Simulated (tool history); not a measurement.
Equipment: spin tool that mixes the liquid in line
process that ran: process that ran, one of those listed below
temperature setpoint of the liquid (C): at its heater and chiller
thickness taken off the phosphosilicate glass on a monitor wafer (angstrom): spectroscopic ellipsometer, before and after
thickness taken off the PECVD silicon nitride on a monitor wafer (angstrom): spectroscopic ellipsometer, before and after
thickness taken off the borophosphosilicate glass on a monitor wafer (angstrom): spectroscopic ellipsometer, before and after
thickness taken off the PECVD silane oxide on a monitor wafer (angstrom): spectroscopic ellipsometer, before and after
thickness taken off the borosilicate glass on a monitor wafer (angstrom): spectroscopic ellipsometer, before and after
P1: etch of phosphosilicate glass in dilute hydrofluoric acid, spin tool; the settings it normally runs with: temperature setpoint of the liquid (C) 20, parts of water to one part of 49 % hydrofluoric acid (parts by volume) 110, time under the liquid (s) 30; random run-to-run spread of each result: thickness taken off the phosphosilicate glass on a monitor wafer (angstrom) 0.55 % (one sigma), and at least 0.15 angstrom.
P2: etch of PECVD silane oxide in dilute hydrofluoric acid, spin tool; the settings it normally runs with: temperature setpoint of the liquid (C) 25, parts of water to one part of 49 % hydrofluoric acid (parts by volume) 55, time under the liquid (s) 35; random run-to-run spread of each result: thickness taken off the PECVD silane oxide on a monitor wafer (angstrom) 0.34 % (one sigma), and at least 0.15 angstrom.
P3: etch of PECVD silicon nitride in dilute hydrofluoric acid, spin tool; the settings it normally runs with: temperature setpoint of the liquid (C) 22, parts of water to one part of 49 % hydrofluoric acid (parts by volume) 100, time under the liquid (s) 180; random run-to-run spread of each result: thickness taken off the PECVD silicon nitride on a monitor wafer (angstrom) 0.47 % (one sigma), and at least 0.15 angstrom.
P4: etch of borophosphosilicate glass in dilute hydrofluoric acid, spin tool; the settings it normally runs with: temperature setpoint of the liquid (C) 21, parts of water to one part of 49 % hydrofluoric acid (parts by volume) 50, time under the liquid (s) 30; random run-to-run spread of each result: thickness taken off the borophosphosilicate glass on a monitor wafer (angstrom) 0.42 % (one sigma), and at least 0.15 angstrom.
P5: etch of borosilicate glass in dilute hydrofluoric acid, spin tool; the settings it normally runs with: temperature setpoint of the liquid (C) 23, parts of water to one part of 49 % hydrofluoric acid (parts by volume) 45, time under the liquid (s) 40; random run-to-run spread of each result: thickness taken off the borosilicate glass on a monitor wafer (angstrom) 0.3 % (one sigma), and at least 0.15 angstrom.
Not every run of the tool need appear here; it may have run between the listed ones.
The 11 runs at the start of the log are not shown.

| run | hour | process that ran | temperature setpoint of the liquid (C) | parts of water to one part of 49 % hydrofluoric acid (parts by volume) | time under the liquid (s) | hours since the thermometer was replaced | hours since the hydrofluoric acid flow meter was replaced | thickness taken off the phosphosilicate glass on a monitor wafer (angstrom) | thickness taken off the PECVD silicon nitride on a monitor wafer (angstrom) | thickness taken off the borophosphosilicate glass on a monitor wafer (angstrom) | thickness taken off the PECVD silane oxide on a monitor wafer (angstrom) | thickness taken off the borosilicate glass on a monitor wafer (angstrom) |
|---|---|---|---|---|---|---|---|---|---|---|---|---|
| 12 | 140.4 | P3 | 22 | 100 | 180 | 1263.3 | 948.3 |  | 47.786 |  |  |  |
| 13 | 151 | P2 | 21.5 | 55 | 35 | 1273.9 | 958.9 |  |  |  | 102.65 |  |
| 14 | 160.5 | P1 | 20 | 110 | 30 | 1283.4 | 968.4 | 395.74 |  |  |  |  |
| 15 | 172 | P1 | 17 | 110 | 30 | 1294.9 | 979.9 | 352.73 |  |  |  |  |
| 16 | 190.1 | P4 | 21 | 50 | 30 | 1313 | 998 |  |  | 245.1 |  |  |
| 17 | 206.1 | P5 | 23 | 45 | 75 | 1329 | 1014 |  |  |  |  | 446.17 |
| 18 | 224.2 | P1 | 28 | 110 | 30 | 1347.1 | 1032.1 | 549.53 |  |  |  |  |
| 19 | 238.7 | P1 | 20 | 70 | 15 | 1361.6 | 1046.6 | 328.14 |  |  |  |  |
| 20 | 254.5 | P1 | 20 | 110 | 30 | 1377.4 | 1062.4 | 400.08 |  |  |  |  |
| 21 | 271.4 | P5 | 23 | 70 | 40 | 1394.3 | 1079.3 |  |  |  |  | 148.24 |
| 22 | 280.1 | P3 | 22 | 100 | 45 | 1403 | 1088 |  | 11.464 |  |  |  |
| 23 | 295.1 | P5 | 17 | 45 | 40 | 1418 | 1103 |  |  |  |  | 184.44 |
| 24 | 308.1 | P1 | 20 | 60 | 30 | 1431 | 1116 | 780.23 |  |  |  |  |
| 25 | 319.4 | P1 | 20 | 200 | 30 | 1442.3 | 1127.3 | 203.08 |  |  |  |  |
| 26 | 334.9 | P2 | 25 | 20 | 35 | 1457.8 | 1142.8 |  |  |  | 341.86 |  |
| 27 | 346.7 | P2 | 25 | 55 | 15 | 1469.6 | 1154.6 |  |  |  | 50.884 |  |
| 28 | 365.5 | P1 | 20 | 110 | 30 | 1488.4 | 1173.4 | 400.16 |  |  |  |  |

The next listed run, before its measurement:
| 29 | 378.7 | P3 | 17.5 | 100 | 180 | 1501.6 | 1186.6 |  | ? |  |  |  |

{"run 29": {"thickness taken off the PECVD silicon nitride on a monitor wafer (angstrom)": 34.769}}

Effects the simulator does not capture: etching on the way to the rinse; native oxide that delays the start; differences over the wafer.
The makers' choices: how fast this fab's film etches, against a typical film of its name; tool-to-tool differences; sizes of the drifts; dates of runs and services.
